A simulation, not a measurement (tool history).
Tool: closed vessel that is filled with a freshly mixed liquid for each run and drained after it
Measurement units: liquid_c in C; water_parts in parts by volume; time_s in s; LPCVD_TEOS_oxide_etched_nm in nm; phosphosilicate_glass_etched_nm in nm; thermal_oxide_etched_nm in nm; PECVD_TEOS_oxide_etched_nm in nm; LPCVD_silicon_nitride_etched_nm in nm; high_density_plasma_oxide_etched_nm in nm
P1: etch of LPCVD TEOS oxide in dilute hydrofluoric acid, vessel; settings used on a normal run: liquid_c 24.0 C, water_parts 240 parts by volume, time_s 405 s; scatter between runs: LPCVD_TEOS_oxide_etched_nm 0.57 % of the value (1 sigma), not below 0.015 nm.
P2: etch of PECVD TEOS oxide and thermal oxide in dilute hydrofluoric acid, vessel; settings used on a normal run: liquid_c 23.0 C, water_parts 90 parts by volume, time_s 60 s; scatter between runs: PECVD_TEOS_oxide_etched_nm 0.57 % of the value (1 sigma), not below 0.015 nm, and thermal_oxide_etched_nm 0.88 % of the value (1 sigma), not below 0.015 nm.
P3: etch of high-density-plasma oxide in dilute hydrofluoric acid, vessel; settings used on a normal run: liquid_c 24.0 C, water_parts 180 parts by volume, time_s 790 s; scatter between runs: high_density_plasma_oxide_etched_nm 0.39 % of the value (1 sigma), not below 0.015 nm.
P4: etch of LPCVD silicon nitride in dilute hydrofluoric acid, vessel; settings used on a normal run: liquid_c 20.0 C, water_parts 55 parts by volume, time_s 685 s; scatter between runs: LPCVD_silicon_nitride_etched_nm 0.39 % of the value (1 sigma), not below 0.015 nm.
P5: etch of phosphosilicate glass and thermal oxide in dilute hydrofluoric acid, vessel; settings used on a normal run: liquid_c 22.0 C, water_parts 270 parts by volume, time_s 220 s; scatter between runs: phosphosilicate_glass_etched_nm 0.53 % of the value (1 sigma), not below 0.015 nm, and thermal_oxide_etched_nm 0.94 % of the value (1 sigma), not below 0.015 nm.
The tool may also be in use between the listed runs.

| run | hour | process | liquid_c | water_parts | time_s | LPCVD_TEOS_oxide_etched_nm | phosphosilicate_glass_etched_nm | thermal_oxide_etched_nm | PECVD_TEOS_oxide_etched_nm | LPCVD_silicon_nitride_etched_nm | high_density_plasma_oxide_etched_nm |
|---|---|---|---|---|---|---|---|---|---|---|---|
| 1 | 8.0 | P1 | 24.0 | 240 | 405 | 45.910 |  |  |  |  |  |
| 2 | 13.0 | P1 | 24.0 | 240 | 405 | 45.567 |  |  |  |  |  |
| 3 | 18.0 | P1 | 18.5 | 240 | 145 | 13.296 |  |  |  |  |  |
| 4 | 23.6 | P1 | 24.0 | 240 | 180 | 20.127 |  |  |  |  |  |
| 5 | 30.5 | P1 | 24.0 | 240 | 405 | 45.720 |  |  |  |  |  |
| 6 | 36.3 | P5 | 22.0 | 80 | 220 |  | 210.1000 | 11.95700 |  |  |  |
| 7 | 44.6 | P1 | 24.0 | 60 | 405 | 224.290 |  |  |  |  |  |
| 8 | 51.1 | P1 | 24.0 | 240 | 405 | 45.992 |  |  |  |  |  |
| 9 | 61.5 | P1 | 28.0 | 125 | 405 | 116.360 |  |  |  |  |  |
| 10 | 67.3 | P1 | 24.0 | 440 | 405 | 20.653 |  |  |  |  |  |
| 11 | 75.2 | P2 | 23.0 | 90 | 60 |  |  | 2.95480 | 9.9036 |  |  |
| 12 | 81.9 | P5 | 22.0 | 270 | 30 |  | 6.8833 | 0.41606 |  |  |  |
| 13 | 88.6 | P1 | 24.0 | 240 | 405 | 45.604 |  |  |  |  |  |
| 14 | 98.9 | P4 | 20.0 | 55 | 685 |  |  |  |  | 5.1965 |  |
| 15 | 108.6 | P3 | 31.5 | 180 | 790 |  |  |  |  |  | 30.174 |
| 16 | 113.8 | P4 | 20.0 | 20 | 685 |  |  |  |  | 13.8690 |  |
| 17 | 120.2 | P2 | 31.0 | 90 | 60 |  |  | 3.98730 | 13.5050 |  |  |
| 18 | 130.8 | P4 | 17.0 | 55 | 685 |  |  |  |  | 4.2084 |  |
| 19 | 135.5 | P3 | 24.0 | 45 | 790 |  |  |  |  |  | 108.510 |
| 20 | 145.6 | P1 | 24.0 | 240 | 645 | 72.903 |  |  |  |  |  |
| 21 | 155.4 | P5 | 22.0 | 270 | 220 |  | 51.2360 | 2.96460 |  |  |  |
| 22 | 160.3 | P2 | 23.0 | 90 | 115 |  |  | 5.74330 | 19.0400 |  |  |
| 23 | 167.8 | P1 | 29.0 | 240 | 405 | 54.427 |  |  |  |  |  |
| 24 | 177.5 | P5 | 27.5 | 270 | 220 |  | 61.3530 | 3.51410 |  |  |  |
| 25 | 182.2 | P1 | 24.0 | 240 | 405 | 45.850 |  |  |  |  |  |
| 26 | 191.5 | P4 | 20.0 | 55 | 1330 |  |  |  |  | 10.1660 |  |
| 27 | 198.7 | P4 | 20.0 | 55 | 685 |  |  |  |  | 5.2138 |  |
| 28 | 208.7 | P3 | 24.0 | 180 | 790 |  |  |  |  |  | 22.926 |
| 29 | 219.3 | P3 | 24.0 | 180 | 260 |  |  |  |  |  | 7.631 |
| 30 | 223.9 | P1 | 20.0 | 240 | 405 | 39.596 |  |  |  |  |  |
| 31 | 232.5 | P2 | 23.0 | 145 | 60 |  |  | 1.75570 | 5.7355 |  |  |
| 32 | 239.3 | P1 | 24.0 | 240 | 405 | 45.513 |  |  |  |  |  |
| 33 | 247.2 | P1 | 24.0 | 240 | 405 | 45.472 |  |  |  |  |  |
| 34 | 257.4 | P1 | 24.0 | 240 | 405 | 47.342 |  |  |  |  |  |
| 35 | 266.8 | P1 | 24.0 | 240 | 405 | 47.898 |  |  |  |  |  |
| 36 | 277.2 | P1 | 24.0 | 240 | 405 | 49.415 |  |  |  |  |  |
| 37 | 284.6 | P1 | 24.0 | 240 | 405 | 48.824 |  |  |  |  |  |
| 38 | 293.7 | P1 | 24.0 | 240 | 405 | 48.891 |  |  |  |  |  |
| 39 | 300.5 | P1 | 24.0 | 240 | 405 | 49.190 |  |  |  |  |  |
| 40 | 307.5 | P1 | 24.0 | 240 | 405 | 49.521 |  |  |  |  |  |
| 41 | 312.7 | P1 | 24.0 | 240 | 405 | 49.512 |  |  |  |  |  |
| 42 | 319.1 | P1 | 24.0 | 240 | 405 | 49.638 |  |  |  |  |  |
| 43 | 326.4 | P1 | 24.0 | 240 | 405 | 49.920 |  |  |  |  |  |
| 44 | 334.9 | P1 | 24.0 | 240 | 405 | 49.806 |  |  |  |  |  |

What P1 gives has crept away from where it was. These 2 causes fit the log equally well, each at the size given:
A: liquid hotter than its thermometer reads (K) = 2.35
B: hydrofluoric acid flow above the setpoint (%) = 6.95
The drift started at roughly hour 247.2.

Below are 4 check runs, each on a single wafer, with their results shown as question marks. Which of them would tell the listed causes apart, meaning the causes would give clearly different results under it?
| check 1 | 343.4 | P3 | 29.5 | 115 | 790 |  |  |  |  |  | ? |
| check 2 | 343.4 | P2 | 23.0 | 130 | 115 |  |  | ? | ? |  |  |
| check 3 | 343.4 | P4 | 17.0 | 55 | 1240 |  |  |  |  | ? |  |
| check 4 | 343.4 | P5 | 22.0 | 270 | 115 |  | ? | ? |  |  |  |

Expected result of each check under each candidate cause:
| check | result | if A | if B |
|---|---|---|---|
| check 1 | high_density_plasma_oxide_etched_nm | 52.195 | 51.727 |
| check 2 | thermal_oxide_etched_nm | 4.09490 | 4.03800 |
| check 2 | PECVD_TEOS_oxide_etched_nm | 13.6870 | 13.4970 |
| check 3 | LPCVD_silicon_nitride_etched_nm | 9.0396 | 8.1779 |
| check 4 | phosphosilicate_glass_etched_nm | 28.8230 | 28.8290 |
| check 4 | thermal_oxide_etched_nm | 1.65830 | 1.65860 |
Distance between the nearest two causes, measured in the result of the check that separates them most: check 1 0.9 %; check 2 1.4 %; check 3 10.02 %; check 4 0.02 %
Check 3 tells the causes apart: in the others they would give nearly the same result.

Running check 3 produced the following: LPCVD_silicon_nitride_etched_nm 9.0662 nm. Which one of the listed causes fits?

It was cause A: liquid hotter than its thermometer reads (K).
